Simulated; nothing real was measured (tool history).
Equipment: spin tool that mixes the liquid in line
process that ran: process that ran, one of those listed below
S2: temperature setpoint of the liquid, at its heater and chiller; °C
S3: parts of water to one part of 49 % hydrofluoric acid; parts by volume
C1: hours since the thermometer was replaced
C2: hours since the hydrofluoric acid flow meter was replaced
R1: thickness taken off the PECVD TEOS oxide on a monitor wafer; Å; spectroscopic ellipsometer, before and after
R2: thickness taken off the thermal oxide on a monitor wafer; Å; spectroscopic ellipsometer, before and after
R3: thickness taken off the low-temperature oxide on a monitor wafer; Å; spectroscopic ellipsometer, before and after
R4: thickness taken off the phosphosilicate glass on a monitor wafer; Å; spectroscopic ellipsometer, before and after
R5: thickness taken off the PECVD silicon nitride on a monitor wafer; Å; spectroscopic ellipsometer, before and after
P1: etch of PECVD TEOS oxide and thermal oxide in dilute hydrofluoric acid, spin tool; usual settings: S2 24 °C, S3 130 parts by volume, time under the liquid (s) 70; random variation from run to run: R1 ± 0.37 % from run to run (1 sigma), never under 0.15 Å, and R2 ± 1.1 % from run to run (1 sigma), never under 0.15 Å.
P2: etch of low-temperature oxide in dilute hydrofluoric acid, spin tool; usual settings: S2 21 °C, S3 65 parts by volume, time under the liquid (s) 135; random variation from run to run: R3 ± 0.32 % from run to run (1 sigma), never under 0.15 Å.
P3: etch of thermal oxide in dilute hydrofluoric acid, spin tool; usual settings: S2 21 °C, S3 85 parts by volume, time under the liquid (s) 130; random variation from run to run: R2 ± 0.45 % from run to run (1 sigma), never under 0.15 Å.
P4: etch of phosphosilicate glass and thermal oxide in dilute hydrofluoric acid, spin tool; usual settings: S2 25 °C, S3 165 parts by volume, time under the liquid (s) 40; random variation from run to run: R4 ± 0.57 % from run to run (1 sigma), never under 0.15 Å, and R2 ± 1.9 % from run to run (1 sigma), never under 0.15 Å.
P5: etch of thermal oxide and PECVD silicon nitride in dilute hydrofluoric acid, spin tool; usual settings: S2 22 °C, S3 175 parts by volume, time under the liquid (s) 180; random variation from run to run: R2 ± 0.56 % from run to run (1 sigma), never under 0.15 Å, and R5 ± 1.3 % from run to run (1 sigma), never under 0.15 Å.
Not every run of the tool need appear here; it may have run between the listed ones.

{"run": 1, "day": 0.438, "process that ran": "P1", "S2": 24, "S3": 130, "time under the liquid (s)": 70, "C1": 253.5, "C2": 814.5, "R1": 132.3, "R2": 25.282}
{"run": 2, "day": 0.933, "process that ran": "P1", "S2": 17, "S3": 210, "time under the liquid (s)": 70, "C1": 265.4, "C2": 826.4, "R1": 57.871, "R2": 10.78}
{"run": 3, "day": 1.454, "process that ran": "P2", "S2": 21, "S3": 25, "time under the liquid (s)": 135, "C1": 277.9, "C2": 838.9, "R3": 975.58}
{"run": 4, "day": 1.892, "process that ran": "P1", "S2": 18.5, "S3": 130, "time under the liquid (s)": 70, "C1": 288.4, "C2": 849.4, "R1": 106.28, "R2": 19.981}
{"run": 5, "day": 2.175, "process that ran": "P1", "S2": 27.5, "S3": 50, "time under the liquid (s)": 70, "C1": 295.2, "C2": 856.2, "R1": 439.93, "R2": 82.994}
{"run": 6, "day": 2.471, "process that ran": "P1", "S2": 24, "S3": 130, "time under the liquid (s)": 135, "C1": 302.3, "C2": 863.3, "R1": 254.89, "R2": 48.423}
{"run": 7, "day": 2.829, "process that ran": "P1", "S2": 24, "S3": 130, "time under the liquid (s)": 70, "C1": 310.9, "C2": 871.9, "R1": 132.03, "R2": 24.515}
{"run": 8, "day": 3.108, "process that ran": "P2", "S2": 21, "S3": 65, "time under the liquid (s)": 135, "C1": 317.6, "C2": 878.6, "R3": 357.44}
{"run": 9, "day": 3.488, "process that ran": "P3", "S2": 21, "S3": 85, "time under the liquid (s)": 130, "C1": 326.7, "C2": 887.7, "R2": 64.186}
{"run": 10, "day": 4.004, "process that ran": "P4", "S2": 25, "S3": 235, "time under the liquid (s)": 40, "C1": 339.1, "C2": 900.1, "R2": 6.9907, "R4": 272.74}
{"run": 11, "day": 4.308, "process that ran": "P2", "S2": 29.5, "S3": 65, "time under the liquid (s)": 135, "C1": 346.4, "C2": 907.4, "R3": 502.6}
{"run": 12, "day": 4.796, "process that ran": "P4", "S2": 25, "S3": 165, "time under the liquid (s)": 20, "C1": 358.1, "C2": 919.1, "R2": 5.2884, "R4": 213.43}
{"run": 13, "day": 5.317, "process that ran": "P1", "S2": 24, "S3": 55, "time under the liquid (s)": 70, "C1": 370.6, "C2": 931.6, "R1": 343.6, "R2": 64.647}
{"run": 14, "day": 5.725, "process that ran": "P2", "S2": 21, "S3": 65, "time under the liquid (s)": 260, "C1": 380.4, "C2": 941.4, "R3": 685.98}
{"run": 15, "day": 6.062, "process that ran": "P5", "S2": 17, "S3": 175, "time under the liquid (s)": 180, "C1": 388.5, "C2": 949.5, "R2": 32.651, "R5": 11.892}
{"run": 16, "day": 6.521, "process that ran": "P3", "S2": 21, "S3": 85, "time under the liquid (s)": 130, "C1": 399.5, "C2": 960.5, "R2": 64.11}
{"run": 17, "day": 7.079, "process that ran": "P1", "S2": 24, "S3": 130, "time under the liquid (s)": 70, "C1": 412.9, "C2": 973.9, "R1": 132.68, "R2": 24.757}
{"run": 18, "day": 7.396, "process that ran": "P3", "S2": 26.5, "S3": 85, "time under the liquid (s)": 130, "C1": 420.5, "C2": 981.5, "R2": 80.317}
{"run": 19, "day": 7.929, "process that ran": "P1", "S2": 24, "S3": 130, "time under the liquid (s)": 35, "C1": 433.3, "C2": 994.3, "R1": 66.398, "R2": 12.657}
{"run": 20, "day": 8.442, "process that ran": "P1", "S2": 24, "S3": 200, "time under the liquid (s)": 70, "C1": 445.6, "C2": 1006.6, "R1": 80.022, "R2": 14.705}
{"run": 21, "day": 8.983, "process that ran": "P1", "S2": 24, "S3": 130, "time under the liquid (s)": 70, "C1": 458.6, "C2": 1019.6, "R1": 132.19, "R2": 25.379}
{"run": 22, "day": 9.288, "process that ran": "P3", "S2": 21, "S3": 140, "time under the liquid (s)": 130, "C1": 465.9, "C2": 1026.9, "R2": 36.363}
{"run": 23, "day": 9.817, "process that ran": "P4", "S2": 17, "S3": 165, "time under the liquid (s)": 40, "C1": 478.6, "C2": 1039.6, "R2": 7.6065, "R4": 310.7}
{"run": 24, "day": 10.225, "process that ran": "P4", "S2": 25, "S3": 165, "time under the liquid (s)": 40, "C1": 488.4, "C2": 1049.4, "R2": 10.468, "R4": 426.39}
{"run": 25, "day": 10.8, "process that ran": "P5", "S2": 22, "S3": 175, "time under the liquid (s)": 180, "C1": 502.2, "C2": 1063.2, "R2": 39.783, "R5": 16.706}
{"run": 26, "day": 11.129, "process that ran": "P1", "S2": 29.5, "S3": 130, "time under the liquid (s)": 70, "C1": 510.1, "C2": 1071.1, "R1": 163.71, "R2": 30.529}
{"run": 27, "day": 11.417, "process that ran": "P4", "S2": 25, "S3": 165, "time under the liquid (s)": 40, "C1": 517, "C2": 1078, "R2": 10.809, "R4": 424.48}
{"run": 28, "day": 11.988, "process that ran": "P1", "S2": 17, "S3": 80, "time under the liquid (s)": 70, "C1": 530.7, "C2": 1091.7, "R1": 171.56, "R2": 31.739}
{"run": 29, "day": 12.458, "process that ran": "P5", "S2": 22, "S3": 55, "time under the liquid (s)": 180, "C1": 542, "C2": 1103, "R2": 143.26, "R5": 49.884}
{"run": 30, "day": 13.046, "process that ran": "P3", "S2": 21, "S3": 85, "time under the liquid (s)": 20, "C1": 556.1, "C2": 1117.1, "R2": 9.6918}
{"run": 31, "day": 13.446, "process that ran": "P5", "S2": 22, "S3": 175, "time under the liquid (s)": 20, "C1": 565.7, "C2": 1126.7, "R2": 4.3536, "R5": 1.8124}
{"run": 32, "day": 13.804, "process that ran": "P2", "S2": 21, "S3": 65, "time under the liquid (s)": 135, "C1": 574.3, "C2": 1135.3, "R3": 358.76}
{"run": 33, "day": 14.354, "process that ran": "P1", "S2": 24, "S3": 130, "time under the liquid (s)": 70, "C1": 587.5, "C2": 1148.5, "R1": 132.68, "R2": 25.12}
{"run": 34, "day": 14.712, "process that ran": "P1", "S2": 24, "S3": 130, "time under the liquid (s)": 70, "C1": 596.1, "C2": 1157.1, "R1": 135.83, "R2": 25.683}
{"run": 35, "day": 15.196, "process that ran": "P1", "S2": 24, "S3": 130, "time under the liquid (s)": 70, "C1": 607.7, "C2": 1168.7, "R1": 138.78, "R2": 25.908}
{"run": 36, "day": 15.617, "process that ran": "P1", "S2": 24, "S3": 130, "time under the liquid (s)": 70, "C1": 617.8, "C2": 1178.8, "R1": 142.09, "R2": 27.185}
{"run": 37, "day": 16.179, "process that ran": "P1", "S2": 24, "S3": 130, "time under the liquid (s)": 70, "C1": 631.3, "C2": 1192.3, "R1": 143.3, "R2": 26.87}
{"run": 38, "day": 16.583, "process that ran": "P1", "S2": 24, "S3": 130, "time under the liquid (s)": 70, "C1": 641, "C2": 1202, "R1": 144.31, "R2": 27.307}
{"run": 39, "day": 17.029, "process that ran": "P1", "S2": 24, "S3": 130, "time under the liquid (s)": 70, "C1": 651.7, "C2": 1212.7, "R1": 144.72, "R2": 27.303}
{"run": 40, "day": 17.529, "process that ran": "P1", "S2": 24, "S3": 130, "time under the liquid (s)": 70, "C1": 663.7, "C2": 1224.7, "R1": 144.5, "R2": 27.257}
{"run": 41, "day": 18.092, "process that ran": "P1", "S2": 24, "S3": 130, "time under the liquid (s)": 70, "C1": 677.2, "C2": 1238.2, "R1": 145.65, "R2": 27.1}
{"run": 42, "day": 18.675, "process that ran": "P1", "S2": 24, "S3": 130, "time under the liquid (s)": 70, "C1": 691.2, "C2": 1252.2, "R1": 145.49, "R2": 27.434}

What P1 gives has crept off from where it sat before. The 2 causes that follow fit the log equally well, each at the size noted:
A: hydrofluoric acid flow above the setpoint (%) = 8.31
B: liquid hotter than its thermometer reads (K) = 2.4
At approximately day 14.354, the process output began to creep.

Each of the check runs listed below is run on 2 wafers and reports their average, with the results left as question marks. Pick the one under which the possible causes would lead to clearly different results.
{"run": "check 1", "day": 19.258, "process that ran": "P2", "S2": 29, "S3": 65, "time under the liquid (s)": 135, "R3": "?"}
{"run": "check 2", "day": 19.258, "process that ran": "P5", "S2": 17, "S3": 120, "time under the liquid (s)": 180, "R2": "?", "R5": "?"}
{"run": "check 3", "day": 19.258, "process that ran": "P4", "S2": 19.5, "S3": 165, "time under the liquid (s)": 40, "R2": "?", "R4": "?"}
{"run": "check 4", "day": 19.258, "process that ran": "P3", "S2": 25, "S3": 85, "time under the liquid (s)": 130, "R2": "?"}

How each check would come out, cause by cause:
check=check_1 result=R3 if_A=538.67 if_B=541.63
check=check_2 result=R2 if_A=54.389 if_B=54.923
check=check_2 result=R5 if_A=18.132 if_B=19.787
check=check_3 result=R2 if_A=9.4284 if_B=9.4401
check=check_3 result=R4 if_A=375.51 if_B=375.98
check=check_4 result=R2 if_A=82.135 if_B=82.634
Per check, the gap between the least separated pair of causes, taken in the result that splits them most: check 1 0.55 %; check 2 8.74 %; check 3 0.12 %; check 4 0.61 %
Check 2 distinguishes between the causes, while the remaining checks would return nearly the same result for all of them.

The results of check 2 are: R2 55.254 Å; R5 19.86 Å. Based on these, which of the listed causes is it?

It is B: liquid hotter than its thermometer reads (K).

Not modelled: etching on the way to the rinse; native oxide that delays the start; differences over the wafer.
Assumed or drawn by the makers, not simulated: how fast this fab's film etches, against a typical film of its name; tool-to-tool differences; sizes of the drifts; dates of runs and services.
